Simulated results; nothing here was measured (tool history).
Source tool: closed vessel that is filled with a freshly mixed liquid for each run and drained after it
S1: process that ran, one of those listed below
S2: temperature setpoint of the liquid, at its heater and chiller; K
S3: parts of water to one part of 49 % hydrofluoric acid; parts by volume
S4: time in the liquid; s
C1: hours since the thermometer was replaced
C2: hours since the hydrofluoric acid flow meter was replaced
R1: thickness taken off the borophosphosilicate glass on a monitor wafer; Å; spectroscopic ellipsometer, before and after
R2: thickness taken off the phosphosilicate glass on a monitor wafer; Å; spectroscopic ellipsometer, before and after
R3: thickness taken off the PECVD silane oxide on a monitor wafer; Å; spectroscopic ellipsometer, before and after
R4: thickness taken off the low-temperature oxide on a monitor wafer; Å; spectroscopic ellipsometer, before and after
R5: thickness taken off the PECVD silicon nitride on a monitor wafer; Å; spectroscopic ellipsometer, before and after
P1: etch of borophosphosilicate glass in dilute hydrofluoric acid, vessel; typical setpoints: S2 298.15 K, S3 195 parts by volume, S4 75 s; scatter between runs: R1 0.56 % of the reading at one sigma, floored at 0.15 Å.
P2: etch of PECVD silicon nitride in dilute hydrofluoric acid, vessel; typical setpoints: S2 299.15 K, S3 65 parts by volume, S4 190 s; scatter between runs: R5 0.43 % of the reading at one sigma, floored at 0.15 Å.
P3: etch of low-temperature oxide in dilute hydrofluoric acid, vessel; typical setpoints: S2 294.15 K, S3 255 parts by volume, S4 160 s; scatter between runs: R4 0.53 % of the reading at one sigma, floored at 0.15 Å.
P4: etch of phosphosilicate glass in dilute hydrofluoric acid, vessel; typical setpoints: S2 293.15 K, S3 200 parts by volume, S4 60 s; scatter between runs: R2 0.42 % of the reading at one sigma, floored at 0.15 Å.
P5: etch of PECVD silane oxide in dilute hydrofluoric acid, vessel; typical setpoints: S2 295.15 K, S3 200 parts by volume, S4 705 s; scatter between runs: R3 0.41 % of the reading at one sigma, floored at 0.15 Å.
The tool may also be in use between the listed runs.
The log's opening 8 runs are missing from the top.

run,hour,S1,S2,S3,S4,C1,C2,R1,R2,R3,R4,R5
9,95.7,P3,294.15,255,160,820.9,264.2,,,,95.803,
10,108.2,P2,299.15,65,85,833.4,276.7,,,,,24.863
11,117.7,P5,295.15,355,705,842.9,286.2,,,219.92,,
12,128,P1,298.15,195,75,853.2,296.5,132.78,,,,
13,138,P4,298.15,200,60,863.2,306.5,,216.34,,,
14,145.8,P1,298.15,195,30,871,314.3,53.047,,,,
15,159.3,P4,293.15,200,60,884.5,327.8,,180.74,,,
16,168.7,P1,298.15,195,75,893.9,337.2,132.93,,,,
17,175.6,P5,295.15,200,1120,900.8,344.1,,,725.31,,
18,183,P1,304.65,195,35,908.2,351.5,77.712,,,,
19,190.4,P1,298.15,290,75,915.6,358.9,81.567,,,,
20,201.6,P3,294.15,455,160,926.8,370.1,,,,44.936,
21,208,P2,299.15,20,190,933.2,376.5,,,,,176.06
22,216.9,P1,298.15,195,75,942.1,385.4,132.76,,,,
23,226.5,P1,298.15,195,110,951.7,395,194.51,,,,
24,235.4,P2,299.15,65,190,960.6,403.9,,,,,55.429
25,241.5,P1,304.15,195,75,966.7,410,164.94,,,,
26,248.1,P2,303.65,65,190,973.3,416.6,,,,,74.14

Run 27 is up next; what results do you expect?
27,254.1,P3,294.15,255,265,979.3,422.6,,,,?,

R4: 157.59 Å
